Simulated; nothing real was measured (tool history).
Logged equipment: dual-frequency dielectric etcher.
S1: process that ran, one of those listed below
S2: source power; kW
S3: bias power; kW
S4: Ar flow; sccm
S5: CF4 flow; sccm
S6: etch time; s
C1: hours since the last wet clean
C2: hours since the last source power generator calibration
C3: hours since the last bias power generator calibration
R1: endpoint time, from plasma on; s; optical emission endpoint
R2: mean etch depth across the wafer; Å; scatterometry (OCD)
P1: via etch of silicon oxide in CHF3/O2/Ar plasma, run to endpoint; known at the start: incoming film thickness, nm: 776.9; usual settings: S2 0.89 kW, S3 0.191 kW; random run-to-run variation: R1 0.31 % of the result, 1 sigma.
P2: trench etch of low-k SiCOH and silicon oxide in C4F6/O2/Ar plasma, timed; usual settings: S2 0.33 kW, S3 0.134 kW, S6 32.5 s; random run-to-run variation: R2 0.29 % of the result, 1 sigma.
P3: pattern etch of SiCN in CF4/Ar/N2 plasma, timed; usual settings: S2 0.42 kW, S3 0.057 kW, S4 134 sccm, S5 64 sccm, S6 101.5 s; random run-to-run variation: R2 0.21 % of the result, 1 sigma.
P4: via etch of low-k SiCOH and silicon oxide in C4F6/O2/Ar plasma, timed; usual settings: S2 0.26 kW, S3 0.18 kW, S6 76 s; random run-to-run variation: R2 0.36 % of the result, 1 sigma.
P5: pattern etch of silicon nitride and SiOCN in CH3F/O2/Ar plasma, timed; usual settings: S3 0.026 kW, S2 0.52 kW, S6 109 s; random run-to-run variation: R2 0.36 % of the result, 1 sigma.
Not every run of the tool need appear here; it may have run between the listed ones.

Run 1, hour 2.7: S1 P1, S2 0.89 kW, S3 0.191 kW; C1 114.8; C2 2070.9; C3 1451.4. Result: R1 333.78 s.
Run 2, hour 5.9: S1 P3, S2 0.42 kW, S3 0.057 kW, S4 134 sccm, S5 89 sccm, S6 101.5 s; C1 118; C2 2074.1; C3 1454.6. Result: R2 741.22 Å.
Run 3, hour 9: S1 P1, S2 0.89 kW, S3 0.191 kW; C1 121.1; C2 2077.2; C3 1457.7. Result: R1 335.02 s.
Run 4, hour 11.3: S1 P4, S2 0.26 kW, S3 0.18 kW, S6 76 s; C1 123.4; C2 2079.5; C3 1460. Result: R2 1776.5 Å.
Run 5, hour 13.8: S1 P4, S2 0.26 kW, S3 0.135 kW, S6 76 s; C1 125.9; C2 2082; C3 1462.5. Result: R2 1620.4 Å.
Run 6, hour 16.8: S1 P3, S2 0.28 kW, S3 0.057 kW, S4 134 sccm, S5 64 sccm, S6 101.5 s; C1 128.9; C2 2085; C3 1465.5. Result: R2 490.99 Å.
Run 7, hour 20: S1 P2, S2 0.33 kW, S3 0.134 kW, S6 18 s; C1 132.1; C2 2088.2; C3 1468.7. Result: R2 458.33 Å.
Run 8, hour 24.4: S1 P1, S2 1.26 kW, S3 0.191 kW; C1 136.5; C2 2092.6; C3 1473.1. Result: R1 294.09 s.
Run 9, hour 27.5: S1 P1, S2 0.89 kW, S3 0.191 kW; C1 139.6; C2 2095.7; C3 1476.2. Result: R1 335.44 s.
Run 10, hour 30.9: S1 P5, S2 0.52 kW, S3 0.026 kW, S6 109 s; C1 143; C2 2099.1; C3 1479.6. Result: R2 172.14 Å.
Run 11, hour 34.5: S1 P1, S2 0.89 kW, S3 0.191 kW; C1 146.6; C2 2102.7; C3 1483.2. Result: R1 334.99 s.
Run 12, hour 37.2: S1 P5, S2 0.52 kW, S3 0.018 kW, S6 109 s; C1 149.3; C2 2105.4; C3 1485.9. Result: R2 147.49 Å.
Run 13, hour 40.1: S1 P4, S2 0.26 kW, S3 0.18 kW, S6 76 s; C1 152.2; C2 2108.3; C3 1488.8. Result: R2 1771.9 Å.
Run 14, hour 43.7: S1 P4, S2 0.26 kW, S3 0.18 kW, S6 42 s; C1 155.8; C2 2111.9; C3 1492.4. Result: R2 981.06 Å.
Run 15, hour 46.2: S1 P4, S2 0.36 kW, S3 0.18 kW, S6 76 s; C1 158.3; C2 2114.4; C3 1494.9. Result: R2 2010.2 Å.
Run 16, hour 48.2: S1 P3, S2 0.42 kW, S3 0.057 kW, S4 134 sccm, S5 64 sccm, S6 101.5 s; C1 160.3; C2 2116.4; C3 1496.9. Result: R2 700.95 Å.
Run 17, hour 52.1: S1 P5, S2 0.38 kW, S3 0.026 kW, S6 109 s; C1 164.2; C2 2120.3; C3 1500.8. Result: R2 154.56 Å.
Run 18, hour 55.6: S1 P3, S2 0.42 kW, S3 0.057 kW, S4 134 sccm, S5 64 sccm, S6 101.5 s; C1 167.7; C2 2123.8; C3 1504.3. Result: R2 701.58 Å.
Run 19, hour 58.1: S1 P3, S2 0.42 kW, S3 0.057 kW, S4 134 sccm, S5 64 sccm, S6 63.5 s; C1 170.2; C2 2126.3; C3 1506.8. Result: R2 438.14 Å.
Run 20, hour 61.3: S1 P1, S2 0.89 kW, S3 0.191 kW; C1 173.4; C2 2129.5; C3 1510. Result: R1 337.89 s.
Run 21, hour 64.2: S1 P2, S2 0.33 kW, S3 0.134 kW, S6 32.5 s; C1 176.3; C2 2132.4; C3 1512.9. Result: R2 829.53 Å.
Run 22, hour 67.6: S1 P1, S2 0.89 kW, S3 0.191 kW; C1 179.7; C2 2135.8; C3 1516.3. Result: R1 334.77 s.
Run 23, hour 70.2: S1 P1, S2 0.68 kW, S3 0.191 kW; C1 182.3; C2 2138.4; C3 1518.9. Result: R1 372.44 s.
Run 24, hour 72.4: S1 P5, S2 0.52 kW, S3 0.026 kW, S6 154 s; C1 184.5; C2 2140.6; C3 1521.1. Result: R2 243.84 Å.
Run 25, hour 76.1: S1 P2, S2 0.33 kW, S3 0.134 kW, S6 32.5 s; C1 188.2; C2 2144.3; C3 1524.8. Result: R2 830.79 Å.
Run 26, hour 79.2: S1 P5, S2 0.52 kW, S3 0.026 kW, S6 109 s; C1 191.3; C2 2147.4; C3 1527.9. Result: R2 172.63 Å.
Run 27, hour 82.1: S1 P1, S2 1.11 kW, S3 0.133 kW; C1 194.2; C2 2150.3; C3 1530.8. Result: R1 344.6 s.
Run 28, hour 85.7: S1 P2, S2 0.33 kW, S3 0.185 kW, S6 32.5 s; C1 197.8; C2 2153.9; C3 1534.4. Result: R2 919.94 Å.
Run 29, hour 89.4: S1 P1, S2 0.89 kW, S3 0.156 kW; C1 201.5; C2 2157.6; C3 1538.1. Result: R1 359.61 s.
Run 30, hour 91.8: S1 P2, S2 0.21 kW, S3 0.134 kW, S6 32.5 s; C1 203.9; C2 2160; C3 1540.5. Result: R2 697.01 Å.
Run 31, hour 95.5: S1 P3, S2 0.42 kW, S3 0.057 kW, S4 78 sccm, S5 64 sccm, S6 101.5 s; C1 207.6; C2 2163.7; C3 1544.2. Result: R2 767.74 Å.
Run 32, hour 97.9: S1 P1, S2 1.2 kW, S3 0.23 kW; C1 210; C2 2166.1; C3 1546.6. Result: R1 282.66 s.
Run 33, hour 100: S1 P3, S2 0.42 kW, S3 0.046 kW, S4 134 sccm, S5 64 sccm, S6 101.5 s; C1 212.1; C2 2168.2; C3 1548.7. Result: R2 650.95 Å.
Run 34, hour 102.6: S1 P1, S2 0.89 kW, S3 0.234 kW; C1 214.7; C2 2170.8; C3 1551.3. Result: R1 314.3 s.
Run 35, hour 105.4: S1 P1, S2 0.89 kW, S3 0.191 kW; C1 217.5; C2 2173.6; C3 1554.1. Result: R1 334.26 s.
Run 36, hour 109.5: S1 P1, S2 0.89 kW, S3 0.191 kW; C1 221.6; C2 2177.7; C3 1558.2. Result: R1 333.97 s.
Run 37, hour 113.7: S1 P1, S2 0.89 kW, S3 0.191 kW; C1 225.8; C2 2181.9; C3 1562.4. Result: R1 332.24 s.
Run 38, hour 116.7: S1 P1, S2 0.89 kW, S3 0.191 kW; C1 228.8; C2 2184.9; C3 1565.4. Result: R1 332 s.
Run 39, hour 119.2: S1 P1, S2 0.89 kW, S3 0.191 kW; C1 231.3; C2 2187.4; C3 1567.9. Result: R1 330.92 s.
Run 40, hour 121.1: S1 P1, S2 0.89 kW, S3 0.191 kW; C1 233.2; C2 2189.3; C3 1569.8. Result: R1 330.59 s.
Run 41, hour 125.3: S1 P1, S2 0.89 kW, S3 0.191 kW; C1 237.4; C2 2193.5; C3 1574. Result: R1 331.49 s.
Run 42, hour 129.2: S1 P1, S2 0.89 kW, S3 0.191 kW; C1 241.3; C2 2197.4; C3 1577.9. Result: R1 330.34 s.
At hour 129.6: wet clean of the chamber.
Run 43, hour 133: S1 P1, S2 0.89 kW, S3 0.191 kW; C1 3.4; C2 2201.2; C3 1581.7. Result: R1 329.1 s.
Run 44, hour 136.4: S1 P1, S2 0.89 kW, S3 0.191 kW; C1 6.8; C2 2204.6; C3 1585.1. Result: R1 330.87 s.
Run 45, hour 139.4: S1 P1, S2 0.89 kW, S3 0.191 kW; C1 9.8; C2 2207.6; C3 1588.1. Result: R1 331.87 s.

P1 has crept away from where it was. The log is fitted equally well by each of these 2 causes, at the sizes shown:
A: bias power that arrives over what is set, % = 4.82
B: source power that arrives over what is set, % = 4.15
The onset of the drift is placed at about hour 105.4.
Other possible causes, and why each is ruled out:
chamber walls in a state that raises the etch rate, %: serviced at hour 129.6, after the drift had started, without restoring the earlier output

4 check runs are offered, one wafer each, their results left as question marks. Which one tells the causes apart?
Run check 1, hour 142.4: S1 P4, S2 0.36 kW, S3 0.18 kW, S6 53.5 s. Result: R2 ?.
Run check 2, hour 142.4: S1 P5, S2 0.52 kW, S3 0.02 kW, S6 109 s. Result: R2 ?.
Run check 3, hour 142.4: S1 P3, S2 0.42 kW, S3 0.057 kW, S4 82 sccm, S5 89 sccm, S6 101.5 s. Result: R2 ?.
Run check 4, hour 142.4: S1 P2, S2 0.25 kW, S3 0.134 kW, S6 32.5 s. Result: R2 ?.

What every check run would give for each of its results, assuming each possible cause in turn:
  check  result    if A    if B
check 1      R2  1434.7  1435.7
check 2      R2  156.63  155.72
check 3      R2  809.95  827.59
check 4      R2  755.49  756.59
Per-check spread between the two closest causes, in the result where they differ most: check 1 0.07 %; check 2 0.58 %; check 3 2.15 %; check 4 0.15 %
Check 3 is the one run that separates the causes; every other check would come out nearly the same whichever cause is at work.

Check 3 was then run and gave: R2 810.34 Å. Which cause is it?

The correct cause is A, namely: bias power that arrives over what is set, %.
